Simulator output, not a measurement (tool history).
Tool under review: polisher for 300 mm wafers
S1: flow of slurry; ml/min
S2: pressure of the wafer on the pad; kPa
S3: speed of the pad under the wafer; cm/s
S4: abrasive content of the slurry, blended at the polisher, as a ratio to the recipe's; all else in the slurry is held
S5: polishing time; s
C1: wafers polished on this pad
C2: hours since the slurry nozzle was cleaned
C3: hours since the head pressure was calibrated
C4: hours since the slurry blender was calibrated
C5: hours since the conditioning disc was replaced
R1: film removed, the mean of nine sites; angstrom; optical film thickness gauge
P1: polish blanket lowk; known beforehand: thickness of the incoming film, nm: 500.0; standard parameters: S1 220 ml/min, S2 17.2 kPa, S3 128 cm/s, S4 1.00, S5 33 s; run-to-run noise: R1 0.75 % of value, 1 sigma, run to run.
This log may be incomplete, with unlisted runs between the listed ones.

run	hour	S1	S2	S3	S4	S5	C1	C2	C3	C4	C5	R1
1	3.8	220	17.2	128	1.00	33	271	220.8	745.1	132.3	50.0	176.480
2	10.1	220	17.2	82	1.00	33	331	227.1	751.4	138.6	56.3	123.420
3	15.2	220	17.2	128	1.00	24	380	232.2	756.5	143.7	61.4	127.440
4	21.2	220	8.3	128	0.65	33	437	238.2	762.5	149.7	67.4	66.792
5	25.3	220	17.2	128	1.00	33	476	242.3	766.6	153.8	71.5	173.920
# hour 28.1: slurry blender recalibrated
6	28.4	220	27.6	128	1.00	33	505	245.4	769.7	0.3	74.6	281.140
7	31.6	220	7.6	128	1.00	33	536	248.6	772.9	3.5	77.8	77.661
8	35.7	220	17.2	128	0.50	33	575	252.7	777.0	7.6	81.9	119.940
# hour 37.4: conditioning disc replaced and pad reconditioned
9	41.5	220	17.2	128	1.00	33	630	258.5	782.8	13.4	4.1	176.100
10	46.9	220	17.2	128	1.50	33	682	263.9	788.2	18.8	9.5	204.420
11	53.2	220	17.2	128	1.00	33	742	270.2	794.5	25.1	15.8	174.140
12	58.0	220	17.2	202	1.00	33	788	275.0	799.3	29.9	20.6	249.840
13	62.2	220	17.2	128	1.00	33	828	279.2	803.5	34.1	24.8	174.190
14	65.3	130	17.2	128	0.55	33	857	282.3	806.6	37.2	27.9	118.640
15	70.7	220	17.2	128	1.00	33	909	287.7	812.0	42.6	33.3	177.520
16	76.2	340	17.2	128	1.00	33	961	293.2	817.5	48.1	38.8	183.970
17	79.6	130	17.2	128	1.00	33	994	296.6	820.9	51.5	42.2	163.410
18	83.7	220	17.2	128	1.00	33	1033	300.7	825.0	55.6	46.3	177.500
19	88.3	220	17.2	128	1.00	53	1076	305.3	829.6	60.2	50.9	283.880
20	94.5	220	17.2	128	1.00	33	1136	311.5	835.8	66.4	57.1	174.850
21	98.3	220	17.2	128	1.00	33	1172	315.3	839.6	70.2	60.9	170.050
22	101.7	220	17.2	128	1.00	33	1204	318.7	843.0	73.6	64.3	165.860
23	105.8	220	17.2	128	1.00	33	1243	322.8	847.1	77.7	68.4	161.880
# hour 108.9: slurry nozzle cleaned
24	111.7	220	17.2	128	1.00	33	1300	2.8	853.0	83.6	74.3	161.550
# hour 114.0: conditioning disc replaced and pad reconditioned
# hour 115.3: head pressure recalibrated
25	117.0	220	17.2	128	1.00	33	1350	8.1	1.7	88.9	3.1	158.710
26	121.4	220	17.2	128	1.00	33	1392	12.5	6.1	93.3	7.5	158.490

Run 27 has not been measured yet. What should we expect?
27	127.8	220	17.2	128	1.00	33	1453	18.9	12.5	99.7	13.9	?

Run 27 came out at R1 157.880 angstrom.
